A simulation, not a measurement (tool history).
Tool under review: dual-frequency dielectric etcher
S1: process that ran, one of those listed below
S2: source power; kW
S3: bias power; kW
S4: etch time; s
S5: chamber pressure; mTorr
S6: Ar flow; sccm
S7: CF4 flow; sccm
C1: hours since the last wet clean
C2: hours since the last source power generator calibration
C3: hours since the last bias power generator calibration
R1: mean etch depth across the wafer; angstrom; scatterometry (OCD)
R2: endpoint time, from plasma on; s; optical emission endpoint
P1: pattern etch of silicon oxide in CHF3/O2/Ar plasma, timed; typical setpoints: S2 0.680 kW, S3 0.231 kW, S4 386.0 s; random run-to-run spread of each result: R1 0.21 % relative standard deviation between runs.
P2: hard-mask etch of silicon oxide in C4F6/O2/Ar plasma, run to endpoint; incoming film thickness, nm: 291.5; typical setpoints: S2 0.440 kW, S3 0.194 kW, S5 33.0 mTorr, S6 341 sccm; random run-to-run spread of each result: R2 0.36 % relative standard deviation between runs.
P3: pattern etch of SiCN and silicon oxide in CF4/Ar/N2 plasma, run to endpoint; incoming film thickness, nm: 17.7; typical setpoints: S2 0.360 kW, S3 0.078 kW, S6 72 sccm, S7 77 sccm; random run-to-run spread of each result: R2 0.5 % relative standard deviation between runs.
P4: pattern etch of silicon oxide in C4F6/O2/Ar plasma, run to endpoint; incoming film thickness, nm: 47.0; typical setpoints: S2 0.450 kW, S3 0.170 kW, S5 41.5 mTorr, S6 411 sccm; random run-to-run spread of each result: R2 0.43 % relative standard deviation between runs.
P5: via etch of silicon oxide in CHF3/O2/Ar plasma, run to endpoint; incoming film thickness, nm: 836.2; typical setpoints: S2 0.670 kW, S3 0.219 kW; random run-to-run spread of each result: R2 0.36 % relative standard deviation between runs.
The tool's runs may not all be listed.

run 1 hour=13.8 | S1=P1 S2=0.680 S3=0.231 S4=386.0 | C1=168.4 C2=1758.2 C3=2356.0 | R1=8866.6
run 2 hour=32.0 | S1=P1 S2=0.420 S3=0.231 S4=299.5 | C1=186.6 C2=1776.4 C3=2374.2 | R1=5735.4
run 3 hour=43.4 | S1=P2 S2=0.440 S3=0.194 S5=33.0 S6=482 | C1=198.0 C2=1787.8 C3=2385.6 | R2=97.635
-- hour=49.5 source power generator calibrated
run 4 hour=58.5 | S1=P1 S2=0.910 S3=0.231 S4=386.0 | C1=213.1 C2=9.0 C3=2400.7 | R1=9880.7
run 5 hour=76.4 | S1=P1 S2=0.510 S3=0.177 S4=386.0 | C1=231.0 C2=26.9 C3=2418.6 | R1=7250.9
run 6 hour=87.7 | S1=P4 S2=0.450 S3=0.170 S5=41.5 S6=411 | C1=242.3 C2=38.2 C3=2429.9 | R2=15.211
run 7 hour=102.9 | S1=P2 S2=0.440 S3=0.194 S5=33.0 S6=341 | C1=257.5 C2=53.4 C3=2445.1 | R2=93.233
run 8 hour=120.6 | S1=P4 S2=0.620 S3=0.170 S5=41.5 S6=411 | C1=275.2 C2=71.1 C3=2462.8 | R2=13.505
run 9 hour=130.4 | S1=P3 S2=0.360 S3=0.078 S6=72 S7=77 | C1=285.0 C2=80.9 C3=2472.6 | R2=23.382
run 10 hour=145.1 | S1=P5 S2=0.890 S3=0.219 | C1=299.7 C2=95.6 C3=2487.3 | R2=335.990
run 11 hour=159.6 | S1=P4 S2=0.450 S3=0.219 S5=41.5 S6=411 | C1=314.2 C2=110.1 C3=2501.8 | R2=14.204
run 12 hour=174.6 | S1=P3 S2=0.220 S3=0.078 S6=72 S7=77 | C1=329.2 C2=125.1 C3=2516.8 | R2=36.165
run 13 hour=187.3 | S1=P1 S2=0.680 S3=0.318 S4=386.0 | C1=341.9 C2=137.8 C3=2529.5 | R1=9937.6
run 14 hour=206.4 | S1=P1 S2=0.680 S3=0.231 S4=386.0 | C1=361.0 C2=156.9 C3=2548.6 | R1=8877.4
run 15 hour=218.4 | S1=P5 S2=0.670 S3=0.219 | C1=373.0 C2=168.9 C3=2560.6 | R2=378.230
run 16 hour=235.8 | S1=P4 S2=0.450 S3=0.170 S5=41.5 S6=261 | C1=390.4 C2=186.3 C3=2578.0 | R2=14.586
run 17 hour=246.1 | S1=P1 S2=0.680 S3=0.231 S4=492.0 | C1=400.7 C2=196.6 C3=2588.3 | R1=11271.0
run 18 hour=258.3 | S1=P1 S2=0.390 S3=0.231 S4=386.0 | C1=412.9 C2=208.8 C3=2600.5 | R1=7185.8
run 19 hour=268.6 | S1=P1 S2=0.480 S3=0.172 S4=386.0 | C1=423.2 C2=219.1 C3=2610.8 | R1=7004.6
run 20 hour=283.3 | S1=P2 S2=0.320 S3=0.194 S5=33.0 S6=341 | C1=437.9 C2=233.8 C3=2625.5 | R2=105.670
run 21 hour=292.3 | S1=P4 S2=0.450 S3=0.170 S5=28.5 S6=411 | C1=446.9 C2=242.8 C3=2634.5 | R2=14.739
run 22 hour=309.1 | S1=P5 S2=0.670 S3=0.283 | C1=463.7 C2=259.6 C3=2651.3 | R2=344.770
run 23 hour=319.5 | S1=P1 S2=0.680 S3=0.159 S4=386.0 | C1=474.1 C2=270.0 C3=2661.7 | R1=7839.3
run 24 hour=336.5 | S1=P3 S2=0.360 S3=0.078 S6=72 S7=100 | C1=491.1 C2=287.0 C3=2678.7 | R2=22.660
run 25 hour=347.9 | S1=P1 S2=0.680 S3=0.231 S4=386.0 | C1=502.5 C2=298.4 C3=2690.1 | R1=8841.3
run 26 hour=367.0 | S1=P2 S2=0.440 S3=0.194 S5=41.5 S6=341 | C1=521.6 C2=317.5 C3=2709.2 | R2=96.517
run 27 hour=375.9 | S1=P5 S2=0.670 S3=0.219 | C1=530.5 C2=326.4 C3=2718.1 | R2=375.020
run 28 hour=390.2 | S1=P2 S2=0.440 S3=0.114 S5=33.0 S6=341 | C1=544.8 C2=340.7 C3=2732.4 | R2=109.880
run 29 hour=406.8 | S1=P3 S2=0.360 S3=0.078 S6=93 S7=77 | C1=561.4 C2=357.3 C3=2749.0 | R2=24.147
run 30 hour=426.1 | S1=P1 S2=0.680 S3=0.231 S4=386.0 | C1=580.7 C2=376.6 C3=2768.3 | R1=8848.2
run 31 hour=443.7 | S1=P1 S2=0.680 S3=0.231 S4=243.5 | C1=598.3 C2=394.2 C3=2785.9 | R1=5607.6
run 32 hour=452.3 | S1=P4 S2=0.450 S3=0.170 S5=41.5 S6=411 | C1=606.9 C2=402.8 C3=2794.5 | R2=15.320
run 33 hour=461.9 | S1=P1 S2=0.680 S3=0.231 S4=386.0 | C1=616.5 C2=412.4 C3=2804.1 | R1=8856.5
run 34 hour=474.7 | S1=P3 S2=0.360 S3=0.055 S6=72 S7=77 | C1=629.3 C2=425.2 C3=2816.9 | R2=25.915
run 35 hour=486.3 | S1=P1 S2=0.680 S3=0.231 S4=386.0 | C1=640.9 C2=436.8 C3=2828.5 | R1=8867.1
run 36 hour=498.0 | S1=P1 S2=0.680 S3=0.231 S4=386.0 | C1=652.6 C2=448.5 C3=2840.2 | R1=8839.0
run 37 hour=516.9 | S1=P1 S2=0.680 S3=0.231 S4=386.0 | C1=671.5 C2=467.4 C3=2859.1 | R1=8768.8
run 38 hour=536.1 | S1=P1 S2=0.680 S3=0.231 S4=386.0 | C1=690.7 C2=486.6 C3=2878.3 | R1=8752.1
run 39 hour=554.1 | S1=P1 S2=0.680 S3=0.231 S4=386.0 | C1=708.7 C2=504.6 C3=2896.3 | R1=8759.1
-- hour=558.1 wet clean of the chamber
run 40 hour=567.5 | S1=P1 S2=0.680 S3=0.231 S4=386.0 | C1=9.4 C2=518.0 C3=2909.7 | R1=8723.9
run 41 hour=579.2 | S1=P1 S2=0.680 S3=0.231 S4=386.0 | C1=21.1 C2=529.7 C3=2921.4 | R1=8726.5

Estimate the outcome of run 42 from the log above:
run 42 hour=591.1 | S1=P1 S2=0.680 S3=0.231 S4=386.0 | C1=33.0 C2=541.6 C3=2933.3 | R1=?

Logged for run 42: R1 8735.6 angstrom.
